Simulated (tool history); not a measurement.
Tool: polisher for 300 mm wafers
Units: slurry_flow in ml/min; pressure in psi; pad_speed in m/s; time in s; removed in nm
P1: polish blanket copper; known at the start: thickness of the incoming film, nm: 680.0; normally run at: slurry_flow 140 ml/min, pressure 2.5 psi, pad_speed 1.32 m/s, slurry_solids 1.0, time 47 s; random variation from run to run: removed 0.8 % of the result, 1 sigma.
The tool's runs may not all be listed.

run   hour  slurry_flow  pressure  pad_speed  slurry_solids  time  wafers polished on this pad  hours since the slurry nozzle was cleaned  hours since the head pressure was calibrated  hours since the slurry blender was calibrated  removed
  1    9.0          140       2.5       1.32            1.0    47                         1009                                      209.1                                          99.6                                           52.8  160.490
  2   18.6          140       2.5       1.32            1.0    47                         1141                                      218.7                                         109.2                                           62.4  158.930
  3   29.4          140       2.5       1.32            1.0    47                         1289                                      229.5                                         120.0                                           73.2  159.280
  4   43.1          140       2.5       1.32            1.5    47                         1478                                      243.2                                         133.7                                           86.9  177.610
  5   49.8          140       2.5       0.60            1.0    47                         1570                                      249.9                                         140.4                                           93.6   73.906
  6   59.7          140       2.5       1.32            1.0    47                         1706                                      259.8                                         150.3                                          103.5  161.750
  7   72.6          140       2.5       1.32            0.5    47                         1883                                      272.7                                         163.2                                          116.4  136.980
  8   83.4          220       2.5       1.32            1.0    47                         2031                                      283.5                                         174.0                                          127.2  173.130
  9   96.9          140       2.5       1.32            1.0    47                         2217                                      297.0                                         187.5                                          140.7  162.710
 10  108.7          140       2.5       1.32            1.0    47                         2379                                      308.8                                         199.3                                          152.5  159.630
 11  122.5          140       3.3       1.32            1.0    47                         2568                                      322.6                                         213.1                                          166.3  212.200
 12  132.2          140       1.5       1.32            1.0    47                         2701                                      332.3                                         222.8                                          176.0   96.671
 13  144.2          140       2.5       1.32            1.0    63                         2866                                      344.3                                         234.8                                          188.0  215.370
 14  152.5          140       2.5       2.04            1.0    47                         2980                                      352.6                                         243.1                                          196.3  245.210
 15  160.3          140       2.5       1.32            1.0    23                         3087                                      360.4                                         250.9                                          204.1   78.197
 16  173.1          140       1.5       0.90            1.0    47                         3263                                      373.2                                         263.7                                          216.9   66.033
 17  181.6           85       2.5       1.32            1.0    47                         3380                                      381.7                                         272.2                                          225.4  142.880
 18  189.2          140       3.5       1.90            1.0    47                         3484                                      389.3                                         279.8                                          233.0  328.250
 19  199.7          140       2.5       1.32            1.0    47                         3629                                      399.8                                         290.3                                          243.5  163.180
 20  210.9          140       3.8       1.74            1.0    47                         3782                                      411.0                                         301.5                                          254.7  319.470
 21  221.0          140       2.5       1.32            1.0    47                         3921                                      421.1                                         311.6                                          264.8  161.870
 22  229.8          140       2.5       1.32            1.0    47                         4042                                      429.9                                         320.4                                          273.6  154.990
 23  236.2          140       2.5       1.32            1.0    47                         4130                                      436.3                                         326.8                                          280.0  149.870
 24  246.0          140       2.5       1.32            1.0    47                         4264                                      446.1                                         336.6                                          289.8  148.080
     253.8  -- slurry blender recalibrated
     256.9  -- worn pad replaced by a new one
 25  258.6          140       2.5       1.32            1.0    47                           24                                      458.7                                         349.2                                            4.9  145.290
 26  272.3          140       2.5       1.32            1.0    47                          212                                      472.4                                         362.9                                           18.6  146.550
 27  284.2          140       2.5       1.32            1.0    47                          375                                      484.3                                         374.8                                           30.5  144.330

What P1 gives has crept away from where it was. These 2 causes fit the log equally well, each at the size given:
A: head's pressure below its setpoint, % = 9.67
B: slurry flow missing at the pad, % = 36.3
The creep began at about hour 221.0.
Why every other cause is out:
removal rate lost through wear of the pad, %: serviced at hour 256.9, which brought nothing back
abrasive missing from the slurry, %: serviced at hour 253.8, which brought nothing back

4 check runs are offered, each on 3 wafers whose results are averaged, their results left as question marks. Which one tells the causes apart?
check 1  296.1          215       2.5       2.00           1.00    47                                                                                                                                                                             ?
check 2  296.1          140       2.5       0.62           1.45    47                                                                                                                                                                             ?
check 3  296.1          140       2.5       1.90           1.00    47                                                                                                                                                                             ?
check 4  296.1          140       1.6       1.32           0.55    47                                                                                                                                                                             ?

What each check would give under each cause:
  check   result     if A     if B
check 1  removed  234.650  242.520
check 2  removed   73.966   73.966
check 3  removed  208.960  208.960
check 4  removed   82.118   82.118
How far apart the two closest causes lie, in the result that separates them most: check 1 3.3 %; check 2 0 %; check 3 0 %; check 4 0 %
Check 1 tells the causes apart: in the others they would give nearly the same result.

Then check 1 was run and gave: removed 233.450 nm. Which cause is it?

It is A: head's pressure below its setpoint, %.

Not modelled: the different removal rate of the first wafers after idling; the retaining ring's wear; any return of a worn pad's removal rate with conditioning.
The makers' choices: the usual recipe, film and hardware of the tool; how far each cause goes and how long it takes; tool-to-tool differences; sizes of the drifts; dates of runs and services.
